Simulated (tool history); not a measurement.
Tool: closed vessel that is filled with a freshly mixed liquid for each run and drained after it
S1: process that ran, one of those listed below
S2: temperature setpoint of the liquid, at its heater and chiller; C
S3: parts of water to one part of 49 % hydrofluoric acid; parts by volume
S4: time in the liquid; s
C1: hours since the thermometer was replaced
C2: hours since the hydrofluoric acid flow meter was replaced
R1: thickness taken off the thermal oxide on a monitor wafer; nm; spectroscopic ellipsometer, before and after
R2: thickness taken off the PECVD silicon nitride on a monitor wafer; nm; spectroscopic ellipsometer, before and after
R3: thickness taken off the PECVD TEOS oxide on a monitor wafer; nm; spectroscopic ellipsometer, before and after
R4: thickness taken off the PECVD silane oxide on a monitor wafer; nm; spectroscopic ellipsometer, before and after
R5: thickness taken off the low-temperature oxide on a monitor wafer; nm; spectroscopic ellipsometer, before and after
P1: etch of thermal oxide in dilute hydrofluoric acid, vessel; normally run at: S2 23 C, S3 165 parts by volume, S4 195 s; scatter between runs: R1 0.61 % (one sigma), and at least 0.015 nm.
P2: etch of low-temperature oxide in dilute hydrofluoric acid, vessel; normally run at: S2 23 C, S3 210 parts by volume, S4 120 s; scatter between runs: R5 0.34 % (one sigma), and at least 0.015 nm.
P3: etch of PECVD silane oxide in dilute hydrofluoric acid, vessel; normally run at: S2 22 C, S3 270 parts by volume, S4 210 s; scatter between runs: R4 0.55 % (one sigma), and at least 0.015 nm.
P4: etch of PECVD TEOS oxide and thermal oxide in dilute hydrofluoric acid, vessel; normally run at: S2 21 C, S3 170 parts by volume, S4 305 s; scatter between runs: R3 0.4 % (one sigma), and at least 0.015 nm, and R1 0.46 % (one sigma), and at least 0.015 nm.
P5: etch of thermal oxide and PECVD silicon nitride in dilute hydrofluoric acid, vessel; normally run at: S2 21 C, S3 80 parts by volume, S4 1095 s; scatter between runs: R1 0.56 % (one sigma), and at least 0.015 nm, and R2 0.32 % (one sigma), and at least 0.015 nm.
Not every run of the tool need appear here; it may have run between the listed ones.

{"run": 1, "day": 0.312, "S1": "P1", "S2": 23, "S3": 165, "S4": 195, "C1": 449.5, "C2": 919.5, "R1": 5.0927}
{"run": 2, "day": 0.858, "S1": "P1", "S2": 26.5, "S3": 165, "S4": 375, "C1": 462.6, "C2": 932.6, "R1": 11.266}
{"run": 3, "day": 1.146, "S1": "P1", "S2": 27, "S3": 165, "S4": 195, "C1": 469.5, "C2": 939.5, "R1": 5.9858}
{"run": 4, "day": 1.633, "S1": "P1", "S2": 23, "S3": 165, "S4": 110, "C1": 481.2, "C2": 951.2, "R1": 2.8755}
{"run": 5, "day": 2.088, "S1": "P5", "S2": 21, "S3": 80, "S4": 550, "C1": 492.1, "C2": 962.1, "R1": 28.637, "R2": 28.191}
{"run": 6, "day": 2.379, "S1": "P1", "S2": 18.5, "S3": 90, "S4": 195, "C1": 499.1, "C2": 969.1, "R1": 8.5094}
{"run": 7, "day": 2.954, "S1": "P4", "S2": 21, "S3": 170, "S4": 305, "C1": 512.9, "C2": 982.9, "R1": 7.326, "R3": 26.079}
{"run": 8, "day": 3.229, "S1": "P4", "S2": 21, "S3": 105, "S4": 305, "C1": 519.5, "C2": 989.5, "R1": 12.736, "R3": 45.897}
{"run": 9, "day": 3.7, "S1": "P1", "S2": 23, "S3": 165, "S4": 195, "C1": 530.8, "C2": 1000.8, "R1": 5.0466}
{"run": 10, "day": 4.267, "S1": "P1", "S2": 17, "S3": 165, "S4": 195, "C1": 544.4, "C2": 1014.4, "R1": 4.0292}
{"run": 11, "day": 4.604, "S1": "P5", "S2": 21, "S3": 80, "S4": 1095, "C1": 552.5, "C2": 1022.5, "R1": 57.066, "R2": 56.459}
{"run": 12, "day": 4.883, "S1": "P3", "S2": 22, "S3": 270, "S4": 115, "C1": 559.2, "C2": 1029.2, "R4": 16.183}
{"run": 13, "day": 5.321, "S1": "P5", "S2": 21, "S3": 25, "S4": 1095, "C1": 569.7, "C2": 1039.7, "R1": 195.53, "R2": 173.27}
{"run": 14, "day": 5.742, "S1": "P2", "S2": 18, "S3": 210, "S4": 120, "C1": 579.8, "C2": 1049.8, "R5": 6.2323}
{"run": 15, "day": 6.325, "S1": "P4", "S2": 21, "S3": 170, "S4": 130, "C1": 593.8, "C2": 1063.8, "R1": 3.1514, "R3": 11.135}
{"run": 16, "day": 6.621, "S1": "P2", "S2": 23, "S3": 210, "S4": 30, "C1": 600.9, "C2": 1070.9, "R5": 1.9105}
{"run": 17, "day": 7.054, "S1": "P1", "S2": 23, "S3": 165, "S4": 300, "C1": 611.3, "C2": 1081.3, "R1": 7.8573}
{"run": 18, "day": 7.371, "S1": "P1", "S2": 23, "S3": 165, "S4": 195, "C1": 618.9, "C2": 1088.9, "R1": 5.1338}
{"run": 19, "day": 7.779, "S1": "P5", "S2": 17, "S3": 80, "S4": 1095, "C1": 628.7, "C2": 1098.7, "R1": 47.842, "R2": 42.522}
{"run": 20, "day": 8.092, "S1": "P2", "S2": 23, "S3": 135, "S4": 120, "C1": 636.2, "C2": 1106.2, "R5": 12.781}
{"run": 21, "day": 8.471, "S1": "P1", "S2": 23, "S3": 165, "S4": 195, "C1": 645.3, "C2": 1115.3, "R1": 5.0913}
{"run": 22, "day": 8.871, "S1": "P3", "S2": 22, "S3": 150, "S4": 210, "C1": 654.9, "C2": 1124.9, "R4": 60.414}
{"run": 23, "day": 9.208, "S1": "P1", "S2": 23, "S3": 40, "S4": 195, "C1": 663, "C2": 1133, "R1": 24.435}
{"run": 24, "day": 9.496, "S1": "P4", "S2": 17, "S3": 170, "S4": 305, "C1": 669.9, "C2": 1139.9, "R1": 6.2911, "R3": 22.345}
{"run": 25, "day": 9.929, "S1": "P1", "S2": 23, "S3": 245, "S4": 195, "C1": 680.3, "C2": 1150.3, "R1": 3.2038}
{"run": 26, "day": 10.383, "S1": "P3", "S2": 22, "S3": 270, "S4": 210, "C1": 691.2, "C2": 1161.2, "R4": 29.644}
{"run": 27, "day": 10.679, "S1": "P1", "S2": 23, "S3": 165, "S4": 195, "C1": 698.3, "C2": 1168.3, "R1": 5.0994}
{"run": 28, "day": 11.117, "S1": "P3", "S2": 22, "S3": 270, "S4": 210, "C1": 708.8, "C2": 1178.8, "R4": 29.511}
{"run": 29, "day": 11.567, "S1": "P3", "S2": 17, "S3": 270, "S4": 210, "C1": 719.6, "C2": 1189.6, "R4": 24.507}
{"run": 30, "day": 11.925, "S1": "P2", "S2": 23, "S3": 210, "S4": 120, "C1": 728.2, "C2": 1198.2, "R5": 7.5881}
{"run": 31, "day": 12.4, "S1": "P5", "S2": 21, "S3": 80, "S4": 1095, "C1": 739.6, "C2": 1209.6, "R1": 56.632, "R2": 55.703}
{"run": 32, "day": 12.683, "S1": "P2", "S2": 23, "S3": 210, "S4": 120, "C1": 746.4, "C2": 1216.4, "R5": 7.5416}
{"run": 33, "day": 13.204, "S1": "P4", "S2": 21, "S3": 170, "S4": 305, "C1": 758.9, "C2": 1228.9, "R1": 7.3093, "R3": 26.198}
{"run": 34, "day": 13.621, "S1": "P1", "S2": 23, "S3": 165, "S4": 195, "C1": 768.9, "C2": 1238.9, "R1": 5.1161}
{"run": 35, "day": 14.117, "S1": "P1", "S2": 23, "S3": 165, "S4": 195, "C1": 780.8, "C2": 1250.8, "R1": 4.9666}
{"run": 36, "day": 14.688, "S1": "P1", "S2": 23, "S3": 165, "S4": 195, "C1": 794.5, "C2": 1264.5, "R1": 4.9173}
{"run": 37, "day": 15.004, "S1": "P1", "S2": 23, "S3": 165, "S4": 195, "C1": 802.1, "C2": 1272.1, "R1": 4.8782}
{"run": 38, "day": 15.321, "S1": "P1", "S2": 23, "S3": 165, "S4": 195, "C1": 809.7, "C2": 1279.7, "R1": 4.8338}
{"run": 39, "day": 15.658, "S1": "P1", "S2": 23, "S3": 165, "S4": 195, "C1": 817.8, "C2": 1287.8, "R1": 4.7785}
{"run": 40, "day": 16.038, "S1": "P1", "S2": 23, "S3": 165, "S4": 195, "C1": 826.9, "C2": 1296.9, "R1": 4.8521}
{"run": 41, "day": 16.546, "S1": "P1", "S2": 23, "S3": 165, "S4": 195, "C1": 839.1, "C2": 1309.1, "R1": 4.7978}
{"run": 42, "day": 16.854, "S1": "P1", "S2": 23, "S3": 165, "S4": 195, "C1": 846.5, "C2": 1316.5, "R1": 4.7921}
{"run": 43, "day": 17.4, "S1": "P1", "S2": 23, "S3": 165, "S4": 195, "C1": 859.6, "C2": 1329.6, "R1": 4.7699}
{"run": 44, "day": 17.925, "S1": "P1", "S2": 23, "S3": 165, "S4": 195, "C1": 872.2, "C2": 1342.2, "R1": 4.7627}
{"run": 45, "day": 18.212, "S1": "P1", "S2": 23, "S3": 165, "S4": 195, "C1": 879.1, "C2": 1349.1, "R1": 4.786}

The log shows P1 creeping away from where it was. Any of the 2 causes listed here, at the size stated for it, fits the log just as well as the others:
A: liquid colder than its thermometer reads (K) = 1.88
B: hydrofluoric acid flow below the setpoint (%) = 5.92
The process output started creeping at around day 13.621.

Which of the 4 check runs listed below separates the causes, so that each cause would produce a clearly different result? Each run uses one wafer, and its results are marked with question marks.
{"run": "check 1", "day": 18.5, "S1": "P3", "S2": 22, "S3": 270, "S4": 210, "R4": "?"}
{"run": "check 2", "day": 18.5, "S1": "P5", "S2": 21, "S3": 80, "S4": 1095, "R1": "?", "R2": "?"}
{"run": "check 3", "day": 18.5, "S1": "P4", "S2": 21, "S3": 170, "S4": 305, "R1": "?", "R3": "?"}
{"run": "check 4", "day": 18.5, "S1": "P2", "S2": 23, "S3": 210, "S4": 120, "R5": "?"}

Outcome of each check run for each possible cause:
check=check_1 result=R4 if_A=27.593 if_B=27.366
check=check_2 result=R1 if_A=52.77 if_B=53.37
check=check_2 result=R2 if_A=49.17 if_B=52.698
check=check_3 result=R1 if_A=6.7873 if_B=6.7994
check=check_3 result=R3 if_A=24.258 if_B=24.301
check=check_4 result=R5 if_A=7.0372 if_B=7.0084
Minimum pairwise separation of causes per check, each pair taken at its best-separating result: check 1 0.83 %; check 2 6.93 %; check 3 0.18 %; check 4 0.41 %
The causes can be told apart only by check 2. The other checks would give nearly the same results under each of them.

Here is what check 2 returned: R1 53.58 nm; R2 52.521 nm. Which cause is it?

It was cause B: hydrofluoric acid flow below the setpoint (%).
